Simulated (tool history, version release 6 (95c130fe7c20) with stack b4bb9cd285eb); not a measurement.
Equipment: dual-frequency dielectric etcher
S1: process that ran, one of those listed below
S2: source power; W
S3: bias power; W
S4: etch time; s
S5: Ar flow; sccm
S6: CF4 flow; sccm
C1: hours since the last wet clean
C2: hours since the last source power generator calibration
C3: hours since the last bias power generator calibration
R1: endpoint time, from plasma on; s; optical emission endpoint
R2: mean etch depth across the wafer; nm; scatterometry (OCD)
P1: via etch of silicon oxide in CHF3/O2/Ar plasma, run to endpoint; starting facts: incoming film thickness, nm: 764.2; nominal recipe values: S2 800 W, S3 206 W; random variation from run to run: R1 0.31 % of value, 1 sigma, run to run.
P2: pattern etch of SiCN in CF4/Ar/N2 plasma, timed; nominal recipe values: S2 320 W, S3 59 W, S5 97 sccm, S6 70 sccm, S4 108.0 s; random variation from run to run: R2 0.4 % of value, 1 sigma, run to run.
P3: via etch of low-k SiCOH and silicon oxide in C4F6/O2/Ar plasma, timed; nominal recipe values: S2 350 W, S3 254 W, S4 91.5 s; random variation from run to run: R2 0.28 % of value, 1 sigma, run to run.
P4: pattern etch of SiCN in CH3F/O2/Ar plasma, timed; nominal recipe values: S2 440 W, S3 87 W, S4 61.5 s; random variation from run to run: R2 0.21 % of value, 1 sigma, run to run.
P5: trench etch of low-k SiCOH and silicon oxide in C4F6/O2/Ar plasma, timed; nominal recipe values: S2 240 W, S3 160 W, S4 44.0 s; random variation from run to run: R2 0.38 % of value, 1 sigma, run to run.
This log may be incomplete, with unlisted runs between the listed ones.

{"run": 1, "hour": 5.4, "S1": "P1", "S2": 800, "S3": 206, "C1": 157.1, "C2": 2083.9, "C3": 1887.9, "R1": 326.37}
{"run": 2, "hour": 9.5, "S1": "P1", "S2": 1080, "S3": 173, "C1": 161.2, "C2": 2088.0, "C3": 1892.0, "R1": 306.27}
{"run": 3, "hour": 16.6, "S1": "P3", "S2": 350, "S3": 328, "S4": 91.5, "C1": 168.3, "C2": 2095.1, "C3": 1899.1, "R2": 297.06}
{"run": 4, "hour": 24.5, "S1": "P5", "S2": 240, "S3": 160, "S4": 44.0, "C1": 176.2, "C2": 2103.0, "C3": 1907.0, "R2": 111.08}
{"run": 5, "hour": 27.9, "S1": "P2", "S2": 320, "S3": 59, "S4": 108.0, "S5": 97, "S6": 96, "C1": 179.6, "C2": 2106.4, "C3": 1910.4, "R2": 66.719}
{"run": 6, "hour": 33.6, "S1": "P5", "S2": 240, "S3": 160, "S4": 44.0, "C1": 185.3, "C2": 2112.1, "C3": 1916.1, "R2": 111.02}
{"run": 7, "hour": 38.9, "S1": "P2", "S2": 320, "S3": 75, "S4": 108.0, "S5": 97, "S6": 70, "C1": 190.6, "C2": 2117.4, "C3": 1921.4, "R2": 69.297}
{"run": 8, "hour": 44.7, "S1": "P1", "S2": 1050, "S3": 206, "C1": 196.4, "C2": 2123.2, "C3": 1927.2, "R1": 294.42}
{"run": 9, "hour": 51.1, "S1": "P5", "S2": 240, "S3": 202, "S4": 44.0, "C1": 202.8, "C2": 2129.6, "C3": 1933.6, "R2": 119.84}
{"run": 10, "hour": 57.3, "S1": "P2", "S2": 320, "S3": 59, "S4": 108.0, "S5": 124, "S6": 70, "C1": 209.0, "C2": 2135.8, "C3": 1939.8, "R2": 61.16}
{"run": 11, "hour": 62.2, "S1": "P3", "S2": 350, "S3": 254, "S4": 91.5, "C1": 213.9, "C2": 2140.7, "C3": 1944.7, "R2": 270.94}
{"run": 12, "hour": 65.9, "S1": "P3", "S2": 350, "S3": 254, "S4": 91.5, "C1": 217.6, "C2": 2144.4, "C3": 1948.4, "R2": 271.04}
{"run": 13, "hour": 71.2, "S1": "P4", "S2": 440, "S3": 108, "S4": 61.5, "C1": 222.9, "C2": 2149.7, "C3": 1953.7, "R2": 26.515}
{"run": 14, "hour": 75.8, "S1": "P2", "S2": 320, "S3": 59, "S4": 108.0, "S5": 97, "S6": 70, "C1": 227.5, "C2": 2154.3, "C3": 1958.3, "R2": 63.753}
{"run": 15, "hour": 81.4, "S1": "P1", "S2": 800, "S3": 124, "C1": 233.1, "C2": 2159.9, "C3": 1963.9, "R1": 382.97}
{"run": 16, "hour": 86.7, "S1": "P1", "S2": 800, "S3": 206, "C1": 238.4, "C2": 2165.2, "C3": 1969.2, "R1": 326.2}
{"run": 17, "hour": 90.4, "S1": "P1", "S2": 540, "S3": 206, "C1": 242.1, "C2": 2168.9, "C3": 1972.9, "R1": 378.31}
{"run": 18, "hour": 95.1, "S1": "P2", "S2": 400, "S3": 59, "S4": 108.0, "S5": 97, "S6": 70, "C1": 246.8, "C2": 2173.6, "C3": 1977.6, "R2": 77.278}
{"run": 19, "hour": 98.5, "S1": "P2", "S2": 320, "S3": 59, "S4": 63.5, "S5": 97, "S6": 70, "C1": 250.2, "C2": 2177.0, "C3": 1981.0, "R2": 37.409}
{"run": 20, "hour": 105.6, "S1": "P1", "S2": 800, "S3": 206, "C1": 257.3, "C2": 2184.1, "C3": 1988.1, "R1": 325.39}
{"run": 21, "hour": 109.3, "S1": "P1", "S2": 800, "S3": 206, "C1": 261.0, "C2": 2187.8, "C3": 1991.8, "R1": 326.33}
{"run": 22, "hour": 115.8, "S1": "P3", "S2": 280, "S3": 254, "S4": 91.5, "C1": 267.5, "C2": 2194.3, "C3": 1998.3, "R2": 249.73}
{"run": 23, "hour": 119.8, "S1": "P5", "S2": 340, "S3": 160, "S4": 44.0, "C1": 271.5, "C2": 2198.3, "C3": 2002.3, "R2": 127.49}
{"run": 24, "hour": 124.2, "S1": "P4", "S2": 440, "S3": 87, "S4": 61.5, "C1": 275.9, "C2": 2202.7, "C3": 2006.7, "R2": 24.406}
{"run": 25, "hour": 128.1, "S1": "P1", "S2": 800, "S3": 245, "C1": 279.8, "C2": 2206.6, "C3": 2010.6, "R1": 307.71}
{"run": 26, "hour": 134.7, "S1": "P1", "S2": 800, "S3": 206, "C1": 286.4, "C2": 2213.2, "C3": 2017.2, "R1": 325.54}
{"run": 27, "hour": 140.8, "S1": "P1", "S2": 800, "S3": 206, "C1": 292.5, "C2": 2219.3, "C3": 2023.3, "R1": 326.36}
{"run": 28, "hour": 147.8, "S1": "P4", "S2": 600, "S3": 87, "S4": 61.5, "C1": 299.5, "C2": 2226.3, "C3": 2030.3, "R2": 27.338}
{"run": 29, "hour": 154.5, "S1": "P5", "S2": 240, "S3": 160, "S4": 57.0, "C1": 306.2, "C2": 2233.0, "C3": 2037.0, "R2": 145.12}

Run 30 has not been measured yet. What should we expect?
{"run": 30, "hour": 160.1, "S1": "P4", "S2": 440, "S3": 87, "S4": 34.0, "C1": 311.8, "C2": 2238.6, "C3": 2042.6, "R2": "?"}

{"run 30": {"R2": 13.525}}

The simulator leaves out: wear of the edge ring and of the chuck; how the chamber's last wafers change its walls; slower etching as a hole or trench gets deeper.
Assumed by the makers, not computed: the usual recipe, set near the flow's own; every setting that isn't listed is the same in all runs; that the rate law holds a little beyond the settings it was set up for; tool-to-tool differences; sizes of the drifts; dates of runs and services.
